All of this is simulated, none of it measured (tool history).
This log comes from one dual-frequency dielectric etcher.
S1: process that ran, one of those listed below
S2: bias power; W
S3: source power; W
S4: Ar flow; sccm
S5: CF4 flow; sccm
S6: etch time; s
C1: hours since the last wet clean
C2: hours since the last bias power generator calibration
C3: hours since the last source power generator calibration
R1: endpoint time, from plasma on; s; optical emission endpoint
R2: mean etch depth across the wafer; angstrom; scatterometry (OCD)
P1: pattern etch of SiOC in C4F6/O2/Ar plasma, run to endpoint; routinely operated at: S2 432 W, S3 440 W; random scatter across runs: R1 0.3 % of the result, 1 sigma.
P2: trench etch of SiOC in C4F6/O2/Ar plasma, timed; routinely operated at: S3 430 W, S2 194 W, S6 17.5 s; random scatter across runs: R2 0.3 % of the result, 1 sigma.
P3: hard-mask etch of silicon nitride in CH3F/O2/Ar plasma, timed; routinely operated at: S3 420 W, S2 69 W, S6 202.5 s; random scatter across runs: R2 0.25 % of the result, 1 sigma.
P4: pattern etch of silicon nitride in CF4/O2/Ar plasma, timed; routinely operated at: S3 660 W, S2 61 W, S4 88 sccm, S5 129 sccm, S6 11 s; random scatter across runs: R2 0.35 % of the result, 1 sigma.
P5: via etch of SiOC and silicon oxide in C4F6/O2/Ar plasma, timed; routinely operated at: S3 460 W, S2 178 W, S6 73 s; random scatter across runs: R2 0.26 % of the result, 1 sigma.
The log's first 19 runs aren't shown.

run,hour,S1,S2,S3,S4,S5,S6,C1,C2,C3,R1,R2
# hour 220.2: source power generator calibrated
20,224.9,P1,590,440,,,,474.7,1427.1,4.7,11.064,
21,234.3,P1,265,440,,,,484.1,1436.5,14.1,14.65,
22,245.6,P4,61,790,88,129,11,495.4,1447.8,25.4,,350.86
23,259.1,P1,432,440,,,,508.9,1461.3,38.9,12.354,
24,267.2,P4,61,660,123,129,11,517,1469.4,47,,287.83
25,274.2,P1,597,360,,,,524,1476.4,54,11.756,
26,285.6,P3,69,270,,,202.5,535.4,1487.8,65.4,,1212.2
27,292.9,P2,194,430,,,22.5,542.7,1495.1,72.7,,476.66
28,300.6,P4,61,660,88,129,11,550.4,1502.8,80.4,,298.42
29,312.5,P4,61,660,88,129,7.5,562.3,1514.7,92.3,,202.84
30,322.6,P3,69,420,,,202.5,572.4,1524.8,102.4,,1433.9
31,332.2,P1,432,440,,,,582,1534.4,112,12.303,
32,340.2,P1,432,440,,,,590,1542.4,120,12.434,
33,355.1,P1,432,440,,,,604.9,1557.3,134.9,12.527,
34,369.6,P1,432,440,,,,619.4,1571.8,149.4,12.543,
# hour 370.7: wet clean of the chamber
35,384.1,P1,432,440,,,,13.5,1586.3,163.9,12.667,
36,390.8,P1,432,440,,,,20.2,1593,170.6,12.509,
37,398,P1,432,440,,,,27.4,1600.2,177.8,12.55,

Forecast run 38:
38,405.1,P1,432,440,,,,34.5,1607.3,184.9,?,

{"run 38": {"R1": 12.615}}
